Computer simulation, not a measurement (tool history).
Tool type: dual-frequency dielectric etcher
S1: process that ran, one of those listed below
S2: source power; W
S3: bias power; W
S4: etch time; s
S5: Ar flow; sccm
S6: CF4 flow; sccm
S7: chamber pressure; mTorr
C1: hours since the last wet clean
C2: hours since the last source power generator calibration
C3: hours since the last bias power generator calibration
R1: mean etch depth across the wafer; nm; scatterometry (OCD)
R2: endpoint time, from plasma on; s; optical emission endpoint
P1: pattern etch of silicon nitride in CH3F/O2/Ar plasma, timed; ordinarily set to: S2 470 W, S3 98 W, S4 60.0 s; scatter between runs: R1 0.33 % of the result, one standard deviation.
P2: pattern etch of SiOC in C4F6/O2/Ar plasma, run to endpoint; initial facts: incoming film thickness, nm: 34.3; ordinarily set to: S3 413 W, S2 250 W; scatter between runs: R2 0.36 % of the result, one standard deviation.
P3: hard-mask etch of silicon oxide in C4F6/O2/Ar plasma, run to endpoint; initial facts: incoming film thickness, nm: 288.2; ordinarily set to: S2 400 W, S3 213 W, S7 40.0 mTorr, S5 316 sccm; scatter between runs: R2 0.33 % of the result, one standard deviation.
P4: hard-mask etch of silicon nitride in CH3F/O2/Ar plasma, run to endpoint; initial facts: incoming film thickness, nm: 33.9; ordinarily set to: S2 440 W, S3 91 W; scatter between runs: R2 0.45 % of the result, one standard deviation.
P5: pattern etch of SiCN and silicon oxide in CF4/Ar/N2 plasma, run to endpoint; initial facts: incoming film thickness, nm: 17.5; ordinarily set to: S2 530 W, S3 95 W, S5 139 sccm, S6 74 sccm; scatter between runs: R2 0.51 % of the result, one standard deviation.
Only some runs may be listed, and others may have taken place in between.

run 1 hour=5.2 | S1=P1 S2=470 S3=98 S4=60.0 | C1=166.4 C2=1261.1 C3=3290.6 | R1=49.357
run 2 hour=9.1 | S1=P5 S2=530 S3=129 S5=139 S6=74 | C1=170.3 C2=1265.0 C3=3294.5 | R2=15.162
run 3 hour=13.9 | S1=P2 S2=250 S3=249 | C1=175.1 C2=1269.8 C3=3299.3 | R2=17.817
run 4 hour=18.3 | S1=P3 S2=400 S3=213 S5=316 S7=47.5 | C1=179.5 C2=1274.2 C3=3303.7 | R2=91.156
run 5 hour=25.0 | S1=P1 S2=610 S3=98 S4=60.0 | C1=186.2 C2=1280.9 C3=3310.4 | R1=54.182
run 6 hour=29.5 | S1=P3 S2=400 S3=213 S5=316 S7=40.0 | C1=190.7 C2=1285.4 C3=3314.9 | R2=89.036
run 7 hour=34.6 | S1=P4 S2=330 S3=91 | C1=195.8 C2=1290.5 C3=3320.0 | R2=48.188
run 8 hour=40.8 | S1=P1 S2=470 S3=98 S4=60.0 | C1=202.0 C2=1296.7 C3=3326.2 | R1=49.354
run 9 hour=46.7 | S1=P4 S2=440 S3=58 | C1=207.9 C2=1302.6 C3=3332.1 | R2=50.917
run 10 hour=50.8 | S1=P3 S2=400 S3=213 S5=200 S7=40.0 | C1=212.0 C2=1306.7 C3=3336.2 | R2=84.699
run 11 hour=54.5 | S1=P5 S2=660 S3=95 S5=139 S6=74 | C1=215.7 C2=1310.4 C3=3339.9 | R2=14.084
run 12 hour=60.6 | S1=P2 S2=200 S3=413 | C1=221.8 C2=1316.5 C3=3346.0 | R2=16.181
run 13 hour=66.8 | S1=P3 S2=400 S3=213 S5=316 S7=40.0 | C1=228.0 C2=1322.7 C3=3352.2 | R2=88.746
run 14 hour=73.0 | S1=P4 S2=440 S3=91 | C1=234.2 C2=1328.9 C3=3358.4 | R2=43.513
run 15 hour=76.0 | S1=P1 S2=470 S3=98 S4=60.0 | C1=237.2 C2=1331.9 C3=3361.4 | R1=49.125
run 16 hour=79.3 | S1=P2 S2=250 S3=413 | C1=240.5 C2=1335.2 C3=3364.7 | R2=14.836
run 17 hour=84.5 | S1=P1 S2=470 S3=119 S4=60.0 | C1=245.7 C2=1340.4 C3=3369.9 | R1=52.959
run 18 hour=91.3 | S1=P3 S2=560 S3=213 S5=316 S7=40.0 | C1=252.5 C2=1347.2 C3=3376.7 | R2=77.910
run 19 hour=96.2 | S1=P1 S2=470 S3=98 S4=86.5 | C1=257.4 C2=1352.1 C3=3381.6 | R1=70.566
run 20 hour=102.3 | S1=P1 S2=470 S3=59 S4=60.0 | C1=263.5 C2=1358.2 C3=3387.7 | R1=41.405
run 21 hour=108.5 | S1=P4 S2=440 S3=91 | C1=269.7 C2=1364.4 C3=3393.9 | R2=43.583
run 22 hour=114.8 | S1=P1 S2=320 S3=98 S4=60.0 | C1=276.0 C2=1370.7 C3=3400.2 | R1=42.598
run 23 hour=119.3 | S1=P5 S2=530 S3=95 S5=139 S6=54 | C1=280.5 C2=1375.2 C3=3404.7 | R2=17.827
run 24 hour=124.8 | S1=P5 S2=530 S3=95 S5=86 S6=74 | C1=286.0 C2=1380.7 C3=3410.2 | R2=15.956
run 25 hour=130.5 | S1=P5 S2=530 S3=95 S5=139 S6=74 | C1=291.7 C2=1386.4 C3=3415.9 | R2=17.012
run 26 hour=135.8 | S1=P1 S2=470 S3=121 S4=33.0 | C1=297.0 C2=1391.7 C3=3421.2 | R1=29.345
-- hour=137.6 wet clean of the chamber
run 27 hour=139.6 | S1=P1 S2=470 S3=98 S4=60.0 | C1=2.1 C2=1395.5 C3=3425.0 | R1=49.202
run 28 hour=143.5 | S1=P1 S2=470 S3=98 S4=60.0 | C1=6.0 C2=1399.4 C3=3428.9 | R1=49.516
run 29 hour=148.2 | S1=P1 S2=570 S3=98 S4=81.5 | C1=10.7 C2=1404.1 C3=3433.6 | R1=72.143
run 30 hour=154.0 | S1=P1 S2=470 S3=98 S4=44.0 | C1=16.5 C2=1409.9 C3=3439.4 | R1=36.202
run 31 hour=157.7 | S1=P3 S2=400 S3=261 S5=316 S7=40.0 | C1=20.2 C2=1413.6 C3=3443.1 | R2=82.822
run 32 hour=161.0 | S1=P1 S2=390 S3=66 S4=60.0 | C1=23.5 C2=1416.9 C3=3446.4 | R1=40.220
run 33 hour=165.4 | S1=P1 S2=470 S3=98 S4=60.0 | C1=27.9 C2=1421.3 C3=3450.8 | R1=49.408
run 34 hour=170.8 | S1=P1 S2=470 S3=98 S4=60.0 | C1=33.3 C2=1426.7 C3=3456.2 | R1=49.420
run 35 hour=174.8 | S1=P1 S2=470 S3=98 S4=60.0 | C1=37.3 C2=1430.7 C3=3460.2 | R1=49.620
run 36 hour=180.7 | S1=P1 S2=470 S3=98 S4=60.0 | C1=43.2 C2=1436.6 C3=3466.1 | R1=49.930
run 37 hour=184.3 | S1=P1 S2=470 S3=98 S4=60.0 | C1=46.8 C2=1440.2 C3=3469.7 | R1=50.158
run 38 hour=187.4 | S1=P1 S2=470 S3=98 S4=60.0 | C1=49.9 C2=1443.3 C3=3472.8 | R1=49.847
run 39 hour=191.6 | S1=P1 S2=470 S3=98 S4=60.0 | C1=54.1 C2=1447.5 C3=3477.0 | R1=50.085
-- hour=196.9 wet clean of the chamber
run 40 hour=198.2 | S1=P1 S2=470 S3=98 S4=60.0 | C1=1.4 C2=1454.1 C3=3483.6 | R1=50.557
run 41 hour=202.8 | S1=P1 S2=470 S3=98 S4=60.0 | C1=6.0 C2=1458.7 C3=3488.2 | R1=50.203
run 42 hour=206.9 | S1=P1 S2=470 S3=98 S4=60.0 | C1=10.1 C2=1462.8 C3=3492.3 | R1=50.209
run 43 hour=211.3 | S1=P1 S2=470 S3=98 S4=60.0 | C1=14.5 C2=1467.2 C3=3496.7 | R1=50.320

Something has made what P1 gives creep away from where it was; the 2 causes below, each at its own stated size, fit the log equally well:
A: bias power that arrives over what is set, % = 4.71
B: source power that arrives over what is set, % = 4.57
The gradual shift began around hour 170.8.
What rules out each remaining cause:
chamber walls in a state that raises the etch rate, %: maintenance at hour 196.9, after the shift began, did not return the process to its former output

The 4 check runs listed below each average the results of 3 wafers, and their outcomes are marked with question marks. Under which run would the listed causes produce clearly different results?
run check 1 hour=215.7 | S1=P5 S2=610 S3=119 S5=139 S6=74 | R2=?
run check 2 hour=215.7 | S1=P2 S2=210 S3=262 | R2=?
run check 3 hour=215.7 | S1=P3 S2=400 S3=255 S5=232 S7=40.0 | R2=?
run check 4 hour=215.7 | S1=P4 S2=330 S3=66 | R2=?

Predicted outcomes, by check and by cause:
check=check_1 result=R2 if_A=13.604 if_B=13.316
check=check_2 result=R2 if_A=18.430 if_B=18.417
check=check_3 result=R2 if_A=79.715 if_B=79.603
check=check_4 result=R2 if_A=53.426 if_B=53.362
Distance between the nearest two causes, measured in the result of the check that separates them most: check 1 2.14 %; check 2 0.07 %; check 3 0.14 %; check 4 0.12 %
The other checks would show nearly matching results whichever cause is true, so check 1 is the only one that separates the causes.

Then check 1 was run and gave: R2 13.602 s. Which cause is it?

It is A: bias power that arrives over what is set, %.
